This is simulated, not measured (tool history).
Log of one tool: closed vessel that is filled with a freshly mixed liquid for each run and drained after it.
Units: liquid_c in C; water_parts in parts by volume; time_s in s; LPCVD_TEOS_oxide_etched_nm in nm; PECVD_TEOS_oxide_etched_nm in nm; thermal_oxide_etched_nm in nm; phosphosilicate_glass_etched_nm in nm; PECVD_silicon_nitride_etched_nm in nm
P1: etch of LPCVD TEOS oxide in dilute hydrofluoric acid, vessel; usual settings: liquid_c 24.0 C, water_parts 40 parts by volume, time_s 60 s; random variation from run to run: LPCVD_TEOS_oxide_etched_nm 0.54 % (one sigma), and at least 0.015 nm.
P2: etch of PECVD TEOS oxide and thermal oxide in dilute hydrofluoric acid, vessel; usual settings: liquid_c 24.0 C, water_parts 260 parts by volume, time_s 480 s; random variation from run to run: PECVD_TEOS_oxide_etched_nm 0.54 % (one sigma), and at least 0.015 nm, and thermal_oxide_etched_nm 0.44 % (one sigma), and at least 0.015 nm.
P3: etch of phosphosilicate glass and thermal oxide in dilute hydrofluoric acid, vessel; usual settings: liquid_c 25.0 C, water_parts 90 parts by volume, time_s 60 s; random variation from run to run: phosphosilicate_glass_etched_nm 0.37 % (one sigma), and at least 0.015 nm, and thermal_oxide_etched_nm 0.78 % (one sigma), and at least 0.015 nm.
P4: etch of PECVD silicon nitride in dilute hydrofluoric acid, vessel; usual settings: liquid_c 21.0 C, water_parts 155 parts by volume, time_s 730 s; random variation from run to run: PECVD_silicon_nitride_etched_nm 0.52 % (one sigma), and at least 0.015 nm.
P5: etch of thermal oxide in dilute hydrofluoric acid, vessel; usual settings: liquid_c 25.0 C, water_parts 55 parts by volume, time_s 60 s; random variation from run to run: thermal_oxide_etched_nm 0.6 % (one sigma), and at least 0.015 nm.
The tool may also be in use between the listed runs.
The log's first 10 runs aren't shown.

run	hour	process	liquid_c	water_parts	time_s	LPCVD_TEOS_oxide_etched_nm	PECVD_TEOS_oxide_etched_nm	thermal_oxide_etched_nm	phosphosilicate_glass_etched_nm	PECVD_silicon_nitride_etched_nm
11	106.9	P2	24.0	95	480		75.948	23.7070		
12	113.1	P1	24.0	40	30	45.413				
13	123.2	P4	21.0	155	325					5.8427
14	134.8	P1	31.0	40	60	120.360				
15	140.6	P5	29.5	55	60			6.6616		
16	148.0	P4	27.0	155	730					19.1650
17	160.4	P1	24.0	20	60	188.740				
18	172.5	P1	24.0	40	60	90.627				
19	179.8	P5	25.0	55	120			11.0720		
20	189.4	P2	24.0	260	950		45.758	14.2700		
21	200.3	P2	24.0	260	480		23.063	7.0984		
22	208.4	P4	21.0	155	730					13.0340

Forecast run 23:
23	219.9	P4	21.0	255	730					?

{"run 23": {"PECVD_silicon_nitride_etched_nm": 8.053}}
